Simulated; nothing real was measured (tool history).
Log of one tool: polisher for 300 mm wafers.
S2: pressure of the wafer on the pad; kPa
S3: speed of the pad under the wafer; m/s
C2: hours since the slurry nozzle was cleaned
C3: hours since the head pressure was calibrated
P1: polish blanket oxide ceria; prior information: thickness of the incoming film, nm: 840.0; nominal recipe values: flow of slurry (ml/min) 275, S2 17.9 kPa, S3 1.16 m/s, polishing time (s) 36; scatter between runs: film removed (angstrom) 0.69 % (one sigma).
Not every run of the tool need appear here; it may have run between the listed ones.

run 1 hour=4.8 | flow_of_slurry_(ml/min)=275 S2=17.9 S3=1.16 polishing_time_(s)=36 | wafers_polished_on_this_pad=518 C2=73.8 C3=148.9 | film_removed_(angstrom)=1493.1
run 2 hour=11.9 | flow_of_slurry_(ml/min)=380 S2=17.9 S3=1.16 polishing_time_(s)=36 | wafers_polished_on_this_pad=608 C2=80.9 C3=156 | film_removed_(angstrom)=1562.4
run 3 hour=16.3 | flow_of_slurry_(ml/min)=275 S2=17.9 S3=0.52 polishing_time_(s)=36 | wafers_polished_on_this_pad=664 C2=85.3 C3=160.4 | film_removed_(angstrom)=679.71
run 4 hour=21.9 | flow_of_slurry_(ml/min)=275 S2=17.9 S3=1.16 polishing_time_(s)=36 | wafers_polished_on_this_pad=734 C2=90.9 C3=166 | film_removed_(angstrom)=1506.1
run 5 hour=28.4 | flow_of_slurry_(ml/min)=275 S2=17.9 S3=1.16 polishing_time_(s)=36 | wafers_polished_on_this_pad=817 C2=97.4 C3=172.5 | film_removed_(angstrom)=1508.2
run 6 hour=34.7 | flow_of_slurry_(ml/min)=275 S2=17.9 S3=1.64 polishing_time_(s)=36 | wafers_polished_on_this_pad=896 C2=103.7 C3=178.8 | film_removed_(angstrom)=2125.4
-- hour=37.4 slurry nozzle cleaned
run 7 hour=40.7 | flow_of_slurry_(ml/min)=180 S2=17.9 S3=1.16 polishing_time_(s)=36 | wafers_polished_on_this_pad=972 C2=3.3 C3=184.8 | film_removed_(angstrom)=1449
-- hour=41.6 head pressure recalibrated
run 8 hour=50.7 | flow_of_slurry_(ml/min)=275 S2=17.9 S3=1.16 polishing_time_(s)=54 | wafers_polished_on_this_pad=1099 C2=13.3 C3=9.1 | film_removed_(angstrom)=2260.5
run 9 hour=57.5 | flow_of_slurry_(ml/min)=275 S2=11.7 S3=1.16 polishing_time_(s)=36 | wafers_polished_on_this_pad=1185 C2=20.1 C3=15.9 | film_removed_(angstrom)=987.02
run 10 hour=66.1 | flow_of_slurry_(ml/min)=275 S2=17.9 S3=1.16 polishing_time_(s)=36 | wafers_polished_on_this_pad=1293 C2=28.7 C3=24.5 | film_removed_(angstrom)=1514
run 11 hour=76 | flow_of_slurry_(ml/min)=275 S2=25.5 S3=1.16 polishing_time_(s)=36 | wafers_polished_on_this_pad=1419 C2=38.6 C3=34.4 | film_removed_(angstrom)=2172.8
run 12 hour=84.1 | flow_of_slurry_(ml/min)=210 S2=17.9 S3=1.54 polishing_time_(s)=36 | wafers_polished_on_this_pad=1521 C2=46.7 C3=42.5 | film_removed_(angstrom)=1939.5
run 13 hour=91 | flow_of_slurry_(ml/min)=275 S2=17.9 S3=1.16 polishing_time_(s)=19 | wafers_polished_on_this_pad=1608 C2=53.6 C3=49.4 | film_removed_(angstrom)=801.83
run 14 hour=95.7 | flow_of_slurry_(ml/min)=275 S2=17.9 S3=1.16 polishing_time_(s)=36 | wafers_polished_on_this_pad=1668 C2=58.3 C3=54.1 | film_removed_(angstrom)=1501.6
run 15 hour=100.6 | flow_of_slurry_(ml/min)=275 S2=17.9 S3=1.16 polishing_time_(s)=36 | wafers_polished_on_this_pad=1730 C2=63.2 C3=59 | film_removed_(angstrom)=1469.8
run 16 hour=109.8 | flow_of_slurry_(ml/min)=275 S2=17.9 S3=1.16 polishing_time_(s)=36 | wafers_polished_on_this_pad=1846 C2=72.4 C3=68.2 | film_removed_(angstrom)=1463
run 17 hour=114.9 | flow_of_slurry_(ml/min)=275 S2=17.9 S3=1.16 polishing_time_(s)=36 | wafers_polished_on_this_pad=1911 C2=77.5 C3=73.3 | film_removed_(angstrom)=1454.1
run 18 hour=120.2 | flow_of_slurry_(ml/min)=275 S2=17.9 S3=1.16 polishing_time_(s)=36 | wafers_polished_on_this_pad=1978 C2=82.8 C3=78.6 | film_removed_(angstrom)=1430

Run 19 comes next. What will it give?
run 19 hour=127.1 | flow_of_slurry_(ml/min)=275 S2=17.9 S3=1.16 polishing_time_(s)=36 | wafers_polished_on_this_pad=2065 C2=89.7 C3=85.5 | film_removed_(angstrom)=?

film removed (angstrom): 1412.4
